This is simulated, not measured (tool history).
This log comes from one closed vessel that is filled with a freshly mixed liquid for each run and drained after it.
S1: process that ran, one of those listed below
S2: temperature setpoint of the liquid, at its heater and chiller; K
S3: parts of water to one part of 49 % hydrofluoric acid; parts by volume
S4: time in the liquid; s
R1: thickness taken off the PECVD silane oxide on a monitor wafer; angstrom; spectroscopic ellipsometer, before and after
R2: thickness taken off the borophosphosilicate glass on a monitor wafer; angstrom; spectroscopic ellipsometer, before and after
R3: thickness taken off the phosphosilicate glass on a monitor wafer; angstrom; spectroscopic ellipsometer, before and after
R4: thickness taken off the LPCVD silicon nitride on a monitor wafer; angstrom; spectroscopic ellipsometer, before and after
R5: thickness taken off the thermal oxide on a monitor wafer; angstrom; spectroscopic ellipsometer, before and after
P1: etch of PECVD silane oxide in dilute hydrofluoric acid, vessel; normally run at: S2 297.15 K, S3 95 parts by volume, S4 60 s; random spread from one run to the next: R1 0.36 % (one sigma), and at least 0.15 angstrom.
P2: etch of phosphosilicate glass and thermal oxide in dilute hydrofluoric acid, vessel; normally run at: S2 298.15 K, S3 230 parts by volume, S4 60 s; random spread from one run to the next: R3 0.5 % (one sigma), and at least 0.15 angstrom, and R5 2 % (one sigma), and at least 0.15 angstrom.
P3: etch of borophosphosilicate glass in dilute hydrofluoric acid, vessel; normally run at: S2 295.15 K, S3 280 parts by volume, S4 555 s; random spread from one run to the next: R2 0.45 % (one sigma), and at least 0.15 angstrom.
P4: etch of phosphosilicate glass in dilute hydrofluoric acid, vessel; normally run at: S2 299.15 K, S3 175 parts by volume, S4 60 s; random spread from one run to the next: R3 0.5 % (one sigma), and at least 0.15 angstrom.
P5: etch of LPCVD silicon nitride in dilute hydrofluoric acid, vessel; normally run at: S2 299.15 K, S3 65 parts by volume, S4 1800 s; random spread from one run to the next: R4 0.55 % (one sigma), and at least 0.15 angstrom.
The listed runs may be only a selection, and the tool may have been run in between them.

run   hour  S1      S2   S3    S4      R1      R2      R3      R4      R5
  1   10.4  P1  297.15   95    60   256.5
  2   19.6  P1  297.15   95    60  256.52
  3   25.5  P1  297.15   95    60  255.46
  4   36.7  P3  290.15  280   555           347.4
  5   45.2  P4  299.15  175    60                  200.27
  6   56.2  P1  297.15   95    60  255.57
  7   62.6  P4  299.15  175    90                   301.5
  8   69.7  P1  293.65   95    30  110.31
  9   81.2  P1  297.15  180    60   121.5
 10   87.9  P1  297.15   95    60  256.27
 11   97.7  P5  299.15   65  1800                          180.38
 12  107.8  P2  298.15  230    60                  361.94          11.301
 13    116  P2  298.15  230    30                  180.59          5.0645
 14  127.3  P1  301.65   95    60  305.37
 15  140.1  P2  298.15  145    60                  627.57          18.989
 16    150  P4  305.65  175    60                  250.69
 17  160.8  P5  304.15   65  1800                           247.7
 18  167.3  P4  299.15  175    60                  200.56
 19  176.1  P2  291.15  230    60                  278.55          8.1545
 20  185.2  P1  297.15   25    30  529.38
 21  194.6  P1  297.15   95    30  127.38
 22  201.4  P4  299.15   55    60                  743.41
 23  210.3  P5  299.15   65   370                          37.006
 24  220.3  P3  295.15   60   555          2480.5
 25  233.1  P3  295.15  280   555          420.17
 26  239.1  P1  297.15   95    60  255.32
 27  245.2  P5  299.15   65  1800                          180.98
 28  256.5  P1  297.15   55    60  464.89
 29  265.2  P1  290.65   95    60  196.01
 30  273.7  P5  299.15   35  1800                          328.68
 31  286.6  P1  297.15   95   110  469.28
 32  295.6  P3  295.15  280   145          109.25
 33  302.2  P1  297.15   95    60   254.8
 34    312  P1  297.15   95    60  261.03
 35  319.1  P1  297.15   95    60  264.78
 36  327.9  P1  297.15   95    60  268.17
 37  335.8  P1  297.15   95    60  268.11
 38  344.6  P1  297.15   95    60  272.01
 39  358.1  P1  297.15   95    60   274.3
 40  369.6  P1  297.15   95    60  272.14

Run 41, settings as shown, results not yet in. Your forecast:
 41  379.5  P1  297.15  95  60   ?

{"run 41": {"R1": 273.52}}
